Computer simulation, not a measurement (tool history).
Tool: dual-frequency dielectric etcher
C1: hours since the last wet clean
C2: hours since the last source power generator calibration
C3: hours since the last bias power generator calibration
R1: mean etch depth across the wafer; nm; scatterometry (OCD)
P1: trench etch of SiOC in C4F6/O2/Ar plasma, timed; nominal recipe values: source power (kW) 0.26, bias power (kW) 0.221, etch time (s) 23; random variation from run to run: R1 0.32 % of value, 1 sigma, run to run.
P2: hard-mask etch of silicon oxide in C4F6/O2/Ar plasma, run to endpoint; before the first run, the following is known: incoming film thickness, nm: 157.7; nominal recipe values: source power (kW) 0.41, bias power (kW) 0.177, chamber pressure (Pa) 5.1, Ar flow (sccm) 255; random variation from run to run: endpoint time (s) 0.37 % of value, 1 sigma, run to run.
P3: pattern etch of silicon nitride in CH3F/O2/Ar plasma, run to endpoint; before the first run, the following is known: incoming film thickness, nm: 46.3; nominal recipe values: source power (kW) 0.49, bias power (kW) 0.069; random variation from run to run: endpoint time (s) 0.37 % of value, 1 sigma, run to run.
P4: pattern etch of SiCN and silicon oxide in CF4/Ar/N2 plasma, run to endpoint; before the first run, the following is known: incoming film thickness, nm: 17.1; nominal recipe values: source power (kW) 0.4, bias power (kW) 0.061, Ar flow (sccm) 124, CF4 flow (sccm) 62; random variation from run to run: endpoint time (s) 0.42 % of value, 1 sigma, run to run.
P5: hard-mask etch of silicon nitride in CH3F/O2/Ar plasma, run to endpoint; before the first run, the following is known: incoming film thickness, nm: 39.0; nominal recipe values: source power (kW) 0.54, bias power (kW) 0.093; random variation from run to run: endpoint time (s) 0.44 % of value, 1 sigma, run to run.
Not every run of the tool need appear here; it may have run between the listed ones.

Run 1, day 0.25: process that ran P1, source power (kW) 0.26, bias power (kW) 0.221, etch time (s) 23; C1 470.6; C2 369.7; C3 371.6. Result: R1 44.691 nm.
Run 2, day 0.604: process that ran P1, source power (kW) 0.17, bias power (kW) 0.221, etch time (s) 23; C1 479.1; C2 378.2; C3 380.1. Result: R1 38.04 nm.
Run 3, day 0.988: process that ran P1, source power (kW) 0.26, bias power (kW) 0.221, etch time (s) 33.5; C1 488.3; C2 387.4; C3 389.3. Result: R1 64.915 nm.
Run 4, day 1.329: process that ran P4, source power (kW) 0.4, bias power (kW) 0.061, Ar flow (sccm) 124, CF4 flow (sccm) 62; C1 496.5; C2 395.6; C3 397.5. Result: endpoint time (s) 25.072.
Run 5, day 1.617: process that ran P1, source power (kW) 0.26, bias power (kW) 0.221, etch time (s) 23; C1 503.4; C2 402.5; C3 404.4. Result: R1 44.52 nm.
Run 6, day 1.875: process that ran P4, source power (kW) 0.28, bias power (kW) 0.061, Ar flow (sccm) 124, CF4 flow (sccm) 62; C1 509.6; C2 408.7; C3 410.6. Result: endpoint time (s) 33.862.
Run 7, day 2.212: process that ran P2, source power (kW) 0.41, bias power (kW) 0.177, Ar flow (sccm) 177, chamber pressure (Pa) 5.1; C1 517.7; C2 416.8; C3 418.7. Result: endpoint time (s) 47.403.
Run 8, day 2.575: process that ran P4, source power (kW) 0.4, bias power (kW) 0.061, Ar flow (sccm) 124, CF4 flow (sccm) 62; C1 526.4; C2 425.5; C3 427.4. Result: endpoint time (s) 24.774.
Run 9, day 3.029: process that ran P2, source power (kW) 0.41, bias power (kW) 0.177, Ar flow (sccm) 255, chamber pressure (Pa) 5.1; C1 537.3; C2 436.4; C3 438.3. Result: endpoint time (s) 49.263.
Run 10, day 3.546: process that ran P1, source power (kW) 0.26, bias power (kW) 0.221, etch time (s) 23; C1 549.7; C2 448.8; C3 450.7. Result: R1 44.741 nm.
Run 11, day 3.858: process that ran P5, source power (kW) 0.54, bias power (kW) 0.093; C1 557.2; C2 456.3; C3 458.2. Result: endpoint time (s) 46.938.
Run 12, day 4.1: process that ran P5, source power (kW) 0.54, bias power (kW) 0.093; C1 563; C2 462.1; C3 464. Result: endpoint time (s) 46.915.
Run 13, day 4.592: process that ran P1, source power (kW) 0.26, bias power (kW) 0.169, etch time (s) 23; C1 574.8; C2 473.9; C3 475.8. Result: R1 40.551 nm.
Run 14, day 4.842: process that ran P1, source power (kW) 0.26, bias power (kW) 0.274, etch time (s) 16; C1 580.8; C2 479.9; C3 481.8. Result: R1 33.341 nm.
Run 15, day 5.288: process that ran P5, source power (kW) 0.71, bias power (kW) 0.093; C1 591.5; C2 490.6; C3 492.5. Result: endpoint time (s) 42.471.
Run 16, day 5.754: process that ran P1, source power (kW) 0.26, bias power (kW) 0.221, etch time (s) 23; C1 602.7; C2 501.8; C3 503.7. Result: R1 44.842 nm.
Run 17, day 6.2: process that ran P1, source power (kW) 0.26, bias power (kW) 0.282, etch time (s) 23; C1 613.4; C2 512.5; C3 514.4. Result: R1 48.552 nm.
Run 18, day 6.746: process that ran P3, source power (kW) 0.49, bias power (kW) 0.069; C1 626.5; C2 525.6; C3 527.5. Result: endpoint time (s) 62.509.
Run 19, day 7.062: process that ran P2, source power (kW) 0.26, bias power (kW) 0.177, Ar flow (sccm) 255, chamber pressure (Pa) 5.1; C1 634.1; C2 533.2; C3 535.1. Result: endpoint time (s) 58.472.
Run 20, day 7.588: process that ran P2, source power (kW) 0.41, bias power (kW) 0.177, Ar flow (sccm) 255, chamber pressure (Pa) 3.6; C1 646.7; C2 545.8; C3 547.7. Result: endpoint time (s) 46.929.
Run 21, day 7.962: process that ran P1, source power (kW) 0.26, bias power (kW) 0.221, etch time (s) 23; C1 655.7; C2 554.8; C3 556.7. Result: R1 44.636 nm.
Run 22, day 8.338: process that ran P1, source power (kW) 0.26, bias power (kW) 0.306, etch time (s) 31; C1 664.7; C2 563.8; C3 565.7. Result: R1 67.783 nm.
Run 23, day 8.829: process that ran P1, source power (kW) 0.26, bias power (kW) 0.221, etch time (s) 13; C1 676.5; C2 575.6; C3 577.5. Result: R1 25.21 nm.

Predict the results of run 24:
Run 24, day 9.1: process that ran P5, source power (kW) 0.54, bias power (kW) 0.123; C1 683; C2 582.1; C3 584. Result: endpoint time (s) ?.

For run 24 the tool returned endpoint time (s) 42.398.
